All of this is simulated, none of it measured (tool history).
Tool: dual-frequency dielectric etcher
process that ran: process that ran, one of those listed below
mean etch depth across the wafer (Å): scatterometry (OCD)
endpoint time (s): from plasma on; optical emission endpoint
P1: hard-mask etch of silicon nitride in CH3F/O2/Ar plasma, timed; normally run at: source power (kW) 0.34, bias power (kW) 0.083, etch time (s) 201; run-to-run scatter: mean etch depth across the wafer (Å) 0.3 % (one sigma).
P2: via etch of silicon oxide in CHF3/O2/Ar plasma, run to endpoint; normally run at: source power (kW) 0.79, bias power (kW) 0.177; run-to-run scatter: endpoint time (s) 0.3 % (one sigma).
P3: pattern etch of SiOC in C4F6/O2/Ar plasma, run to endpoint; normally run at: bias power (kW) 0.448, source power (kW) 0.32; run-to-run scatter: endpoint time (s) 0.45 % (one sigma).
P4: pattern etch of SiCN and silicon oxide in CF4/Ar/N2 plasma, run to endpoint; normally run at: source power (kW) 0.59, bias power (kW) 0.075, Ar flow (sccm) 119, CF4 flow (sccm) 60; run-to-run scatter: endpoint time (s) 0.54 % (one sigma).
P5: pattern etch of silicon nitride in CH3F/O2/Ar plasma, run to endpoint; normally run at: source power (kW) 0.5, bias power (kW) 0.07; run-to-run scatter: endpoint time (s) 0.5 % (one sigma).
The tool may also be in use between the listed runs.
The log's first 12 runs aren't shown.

| run | hour | process that ran | source power (kW) | bias power (kW) | etch time (s) | Ar flow (sccm) | CF4 flow (sccm) | mean etch depth across the wafer (Å) | endpoint time (s) |
|---|---|---|---|---|---|---|---|---|---|
| 13 | 120.4 | P1 | 0.34 | 0.083 | 201 |  |  | 1365.5 |  |
| 14 | 131.3 | P1 | 0.34 | 0.083 | 201 |  |  | 1379.4 |  |
| 15 | 140.4 | P3 | 0.38 | 0.448 |  |  |  |  | 12.816 |
| 16 | 151.4 | P3 | 0.32 | 0.448 |  |  |  |  | 13.734 |
| 17 | 161.2 | P1 | 0.34 | 0.083 | 201 |  |  | 1372.4 |  |
| 18 | 173.3 | P2 | 0.79 | 0.177 |  |  |  |  | 246.84 |
|  | 179.6 | bias power generator calibrated |
| 19 | 182.2 | P2 | 1.11 | 0.177 |  |  |  |  | 215.17 |
| 20 | 189.5 | P5 | 0.63 | 0.07 |  |  |  |  | 45.358 |
| 21 | 195.9 | P4 | 0.59 | 0.091 |  | 119 | 60 |  | 11.311 |
| 22 | 206 | P1 | 0.27 | 0.106 | 201 |  |  | 1388.1 |  |
| 23 | 215.6 | P2 | 0.79 | 0.22 |  |  |  |  | 229.45 |
| 24 | 224.6 | P1 | 0.34 | 0.083 | 201 |  |  | 1373.6 |  |
| 25 | 230.1 | P1 | 0.34 | 0.083 | 249 |  |  | 1697.7 |  |
| 26 | 236.5 | P1 | 0.24 | 0.083 | 121 |  |  | 728.5 |  |
| 27 | 246.9 | P4 | 0.59 | 0.075 |  | 81 | 60 |  | 11.495 |

The next listed run, before its measurement:
| 28 | 254.3 | P5 | 0.5 | 0.07 |  |  |  |  | ? |

Run 28 gave endpoint time (s) 49.464.
